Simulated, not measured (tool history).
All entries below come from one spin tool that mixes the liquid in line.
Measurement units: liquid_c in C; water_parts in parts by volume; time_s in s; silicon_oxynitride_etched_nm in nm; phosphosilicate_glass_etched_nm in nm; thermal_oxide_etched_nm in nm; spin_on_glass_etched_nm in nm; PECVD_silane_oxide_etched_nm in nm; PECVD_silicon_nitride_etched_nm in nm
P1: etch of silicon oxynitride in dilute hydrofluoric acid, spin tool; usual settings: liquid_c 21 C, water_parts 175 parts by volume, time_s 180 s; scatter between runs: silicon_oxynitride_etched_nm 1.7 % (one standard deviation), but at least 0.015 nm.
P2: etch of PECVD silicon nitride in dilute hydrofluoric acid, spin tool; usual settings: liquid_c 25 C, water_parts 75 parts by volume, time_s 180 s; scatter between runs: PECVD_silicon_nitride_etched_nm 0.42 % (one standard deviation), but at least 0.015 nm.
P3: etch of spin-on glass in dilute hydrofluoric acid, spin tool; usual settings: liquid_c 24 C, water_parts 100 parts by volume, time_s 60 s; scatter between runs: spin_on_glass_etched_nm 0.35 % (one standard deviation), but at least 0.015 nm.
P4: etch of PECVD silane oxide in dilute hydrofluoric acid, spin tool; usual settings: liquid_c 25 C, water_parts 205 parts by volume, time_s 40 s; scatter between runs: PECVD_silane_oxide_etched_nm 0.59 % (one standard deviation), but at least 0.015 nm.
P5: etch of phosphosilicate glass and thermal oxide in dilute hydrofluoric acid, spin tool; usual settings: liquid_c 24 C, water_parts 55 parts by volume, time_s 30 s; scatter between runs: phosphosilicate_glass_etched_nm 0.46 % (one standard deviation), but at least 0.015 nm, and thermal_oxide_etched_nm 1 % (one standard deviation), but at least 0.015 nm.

run	hour	process	liquid_c	water_parts	time_s	hours since the thermometer was replaced	hours since the hydrofluoric acid flow meter was replaced	silicon_oxynitride_etched_nm	phosphosilicate_glass_etched_nm	thermal_oxide_etched_nm	spin_on_glass_etched_nm	PECVD_silane_oxide_etched_nm	PECVD_silicon_nitride_etched_nm
1	3.4	P1	21	175	180	875.4	954.4	1.3332					
2	8.2	P5	24	55	30	880.2	959.2		68.949	2.6574			
3	14	P3	24	100	115	886	965				26.684		
4	17.8	P4	25	40	40	889.8	968.8					30.699	
5	24.9	P2	25	75	180	896.9	975.9						12.054
6	30	P1	17	260	180	902	981	0.74402					
7	34.2	P1	21	175	180	906.2	985.2	1.3849					
8	40.8	P1	21	300	180	912.8	991.8	0.74799					
9	47.2	P4	25	205	40	919.2	998.2					4.8644	
10	54	P5	24	55	15	926	1005		34.038	1.3452			
11	57.6	P2	25	130	180	929.6	1008.6						6.9574
12	63.2	P1	21	175	180	935.2	1014.2	1.3672					
13	69.5	P3	31.5	100	60	941.5	1020.5				18.548		
14	74.2	P1	21	175	180	946.2	1025.2	1.4018					
15	81.8	P2	25	75	60	953.8	1032.8						3.9724
16	88.4	P5	24	55	30	960.4	1039.4		68.511	2.6156			
17	94.5	P4	20	205	40	966.5	1045.5					4.0565	
18	99.1	P3	24	50	60	971.1	1050.1				29.576		
19	103.7	P5	24	30	30	975.7	1054.7		129.8	5			
# hour 105.8: hydrofluoric acid flow meter replaced
20	111	P1	21	175	40	983	5.2	0.31596					
21	117.8	P1	17	175	30	989.8	12	0.20117					
22	125.5	P4	25	205	75	997.5	19.7					9.1151	
23	129.4	P2	17.5	75	180	1001.4	23.6						7.2535

Predict the results of run 24:
24	136.2	P4	25	205	40	1008.2	30.4					?	

{"run 24": {"PECVD_silane_oxide_etched_nm": 4.8967}}

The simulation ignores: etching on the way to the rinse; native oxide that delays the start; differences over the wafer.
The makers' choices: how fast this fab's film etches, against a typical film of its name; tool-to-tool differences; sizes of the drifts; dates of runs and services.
